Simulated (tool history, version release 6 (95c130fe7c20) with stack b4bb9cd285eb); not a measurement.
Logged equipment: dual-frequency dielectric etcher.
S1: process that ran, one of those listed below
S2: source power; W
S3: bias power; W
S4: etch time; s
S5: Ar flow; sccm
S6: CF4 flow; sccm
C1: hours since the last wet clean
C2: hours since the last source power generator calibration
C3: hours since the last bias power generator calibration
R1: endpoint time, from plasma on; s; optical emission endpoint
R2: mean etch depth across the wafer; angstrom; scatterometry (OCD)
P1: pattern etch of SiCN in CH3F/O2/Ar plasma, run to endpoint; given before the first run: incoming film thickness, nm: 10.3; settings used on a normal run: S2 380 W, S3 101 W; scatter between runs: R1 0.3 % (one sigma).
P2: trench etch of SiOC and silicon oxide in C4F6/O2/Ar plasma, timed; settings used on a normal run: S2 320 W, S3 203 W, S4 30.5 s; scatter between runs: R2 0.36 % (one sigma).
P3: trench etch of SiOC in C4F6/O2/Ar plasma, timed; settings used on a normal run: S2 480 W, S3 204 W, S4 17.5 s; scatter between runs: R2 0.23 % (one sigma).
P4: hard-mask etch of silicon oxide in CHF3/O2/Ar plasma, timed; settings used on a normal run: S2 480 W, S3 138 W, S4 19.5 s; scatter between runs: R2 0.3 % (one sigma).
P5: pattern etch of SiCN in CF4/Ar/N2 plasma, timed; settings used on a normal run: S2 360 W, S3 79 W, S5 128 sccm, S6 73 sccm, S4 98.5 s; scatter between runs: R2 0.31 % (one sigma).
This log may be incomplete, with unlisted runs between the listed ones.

| run | hour | S1 | S2 | S3 | S4 | S5 | S6 | C1 | C2 | C3 | R1 | R2 |
|---|---|---|---|---|---|---|---|---|---|---|---|---|
| 1 | 16.1 | P1 | 380 | 101 |  |  |  | 77.4 | 1243.9 | 1633.3 | 25.119 |  |
| 2 | 25.8 | P4 | 480 | 195 | 19.5 |  |  | 87.1 | 1253.6 | 1643 |  | 360.02 |
| 3 | 42 | P4 | 480 | 138 | 19.5 |  |  | 103.3 | 1269.8 | 1659.2 |  | 320.79 |
| 4 | 58.3 | P5 | 510 | 79 | 98.5 | 128 | 73 | 119.6 | 1286.1 | 1675.5 |  | 981.17 |
| 5 | 70.8 | P4 | 480 | 138 | 19.5 |  |  | 132.1 | 1298.6 | 1688 |  | 321.52 |
| 6 | 82.2 | P1 | 380 | 101 |  |  |  | 143.5 | 1310 | 1699.4 | 25.259 |  |
| 7 | 92.1 | P1 | 230 | 79 |  |  |  | 153.4 | 1319.9 | 1709.3 | 33.332 |  |
| 8 | 102.6 | P3 | 480 | 204 | 24 |  |  | 163.9 | 1330.4 | 1719.8 |  | 556.51 |
| 9 | 117.3 | P2 | 320 | 203 | 30.5 |  |  | 178.6 | 1345.1 | 1734.5 |  | 600.88 |
| 10 | 129.1 | P1 | 380 | 101 |  |  |  | 190.4 | 1356.9 | 1746.3 | 25.31 |  |
| 11 | 143.9 | P4 | 310 | 138 | 19.5 |  |  | 205.2 | 1371.7 | 1761.1 |  | 271.08 |
| 12 | 152.6 | P1 | 380 | 101 |  |  |  | 213.9 | 1380.4 | 1769.8 | 25.334 |  |
| 13 | 160.6 | P2 | 210 | 203 | 30.5 |  |  | 221.9 | 1388.4 | 1777.8 |  | 506.77 |
| 14 | 170.8 | P1 | 230 | 101 |  |  |  | 232.1 | 1398.6 | 1788 | 30.36 |  |
| 15 | 183.5 | P5 | 360 | 79 | 135.5 | 128 | 73 | 244.8 | 1411.3 | 1800.7 |  | 995.96 |
| 16 | 192.8 | P3 | 480 | 204 | 17.5 |  |  | 254.1 | 1420.6 | 1810 |  | 402.68 |
| 17 | 206.7 | P3 | 480 | 204 | 17.5 |  |  | 268 | 1434.5 | 1823.9 |  | 403.57 |
| 18 | 214.2 | P5 | 360 | 79 | 98.5 | 128 | 73 | 275.5 | 1442 | 1831.4 |  | 722.88 |
| 19 | 223.2 | P1 | 380 | 101 |  |  |  | 284.5 | 1451 | 1840.4 | 25.318 |  |
| 20 | 236.7 | P1 | 510 | 119 |  |  |  | 298 | 1464.5 | 1853.9 | 21.339 |  |
| 21 | 251.8 | P1 | 380 | 70 |  |  |  | 313.1 | 1479.6 | 1869 | 29.02 |  |
| 22 | 261.2 | P2 | 320 | 140 | 30.5 |  |  | 322.5 | 1489 | 1878.4 |  | 533.55 |
| 23 | 273.7 | P2 | 320 | 203 | 41 |  |  | 335 | 1501.5 | 1890.9 |  | 800.41 |
| 24 | 285.5 | P1 | 310 | 131 |  |  |  | 346.8 | 1513.3 | 1902.7 | 24.585 |  |
| 25 | 293.2 | P4 | 480 | 138 | 10.5 |  |  | 354.5 | 1521 | 1910.4 |  | 172.27 |
| 26 | 304.9 | P5 | 360 | 57 | 98.5 | 128 | 73 | 366.2 | 1532.7 | 1922.1 |  | 645.93 |
| 27 | 318.9 | P5 | 360 | 79 | 98.5 | 82 | 73 | 380.2 | 1546.7 | 1936.1 |  | 769.77 |
| 28 | 331 | P1 | 380 | 119 |  |  |  | 392.3 | 1558.8 | 1948.2 | 23.726 |  |
| 29 | 340 | P1 | 460 | 101 |  |  |  | 401.3 | 1567.8 | 1957.2 | 23.508 |  |
| 30 | 355.9 | P3 | 290 | 204 | 17.5 |  |  | 417.2 | 1583.7 | 1973.1 |  | 333.07 |
| 31 | 369.3 | P3 | 480 | 252 | 17.5 |  |  | 430.6 | 1597.1 | 1986.5 |  | 432.2 |
| 32 | 383.7 | P5 | 360 | 79 | 98.5 | 128 | 46 | 445 | 1611.5 | 2000.9 |  | 678.21 |
| 33 | 396.5 | P1 | 380 | 101 |  |  |  | 457.8 | 1624.3 | 2013.7 | 25.297 |  |
| 34 | 411 | P1 | 380 | 101 |  |  |  | 472.3 | 1638.8 | 2028.2 | 25.581 |  |
| 35 | 424.5 | P1 | 380 | 101 |  |  |  | 485.8 | 1652.3 | 2041.7 | 25.649 |  |
| 36 | 437.3 | P1 | 380 | 101 |  |  |  | 498.6 | 1665.1 | 2054.5 | 25.697 |  |
| 37 | 447.2 | P1 | 380 | 101 |  |  |  | 508.5 | 1675 | 2064.4 | 25.612 |  |
| 38 | 462.8 | P1 | 380 | 101 |  |  |  | 524.1 | 1690.6 | 2080 | 25.7 |  |
|  | 466.2 | wet clean of the chamber |
| 39 | 478.7 | P1 | 380 | 101 |  |  |  | 12.6 | 1706.5 | 2095.9 | 25.603 |  |
| 40 | 492.7 | P1 | 380 | 101 |  |  |  | 26.6 | 1720.5 | 2109.9 | 25.709 |  |
| 41 | 505.9 | P1 | 380 | 101 |  |  |  | 39.8 | 1733.7 | 2123.1 | 25.731 |  |
| 42 | 520.6 | P1 | 380 | 101 |  |  |  | 54.5 | 1748.4 | 2137.8 | 25.779 |  |
| 43 | 530.2 | P1 | 380 | 101 |  |  |  | 64.1 | 1758 | 2147.4 | 25.624 |  |

What P1 gives has crept off from where it sat before. The 2 causes that follow fit the log equally well, each at the size noted:
A: source power that arrives under what is set, % = 4.01
B: bias power that arrives under what is set, % = 3.91
The gradual shift began around hour 396.5.
Every other cause this tool's parts could produce, and why it does not fit the log:
chamber walls in a state that lowers the etch rate, %: serviced at hour 466.2, after the change had begun; the process did not return to its earlier output

Each of the 4 check runs below uses one wafer; its results are left as question marks. Which run tells the causes apart?
| check 1 | 539.8 | P2 | 240 | 203 | 30.5 |  |  |  |  |  |  | ? |
| check 2 | 539.8 | P4 | 480 | 190 | 19.5 |  |  |  |  |  |  | ? |
| check 3 | 539.8 | P5 | 360 | 62 | 98.5 | 128 | 73 |  |  |  |  | ? |
| check 4 | 539.8 | P3 | 290 | 204 | 21 |  |  |  |  |  |  | ? |

How each check would come out, cause by cause:
| check | result | if A | if B |
|---|---|---|---|
| check 1 | R2 | 527.05 | 528.26 |
| check 2 | R2 | 351.48 | 352.12 |
| check 3 | R2 | 641.15 | 655.3 |
| check 4 | R2 | 393.04 | 394.03 |
Smallest distance between any two causes, each pair judged by its most separating result, in per cent: check 1 0.23 %; check 2 0.18 %; check 3 2.18 %; check 4 0.25 %
Only check 3 tells the causes apart: in the others they would give nearly the same result.

Running check 3 produced the following: R2 641.71 angstrom. Which one of the listed causes fits?

The cause is A: source power that arrives under what is set, %.
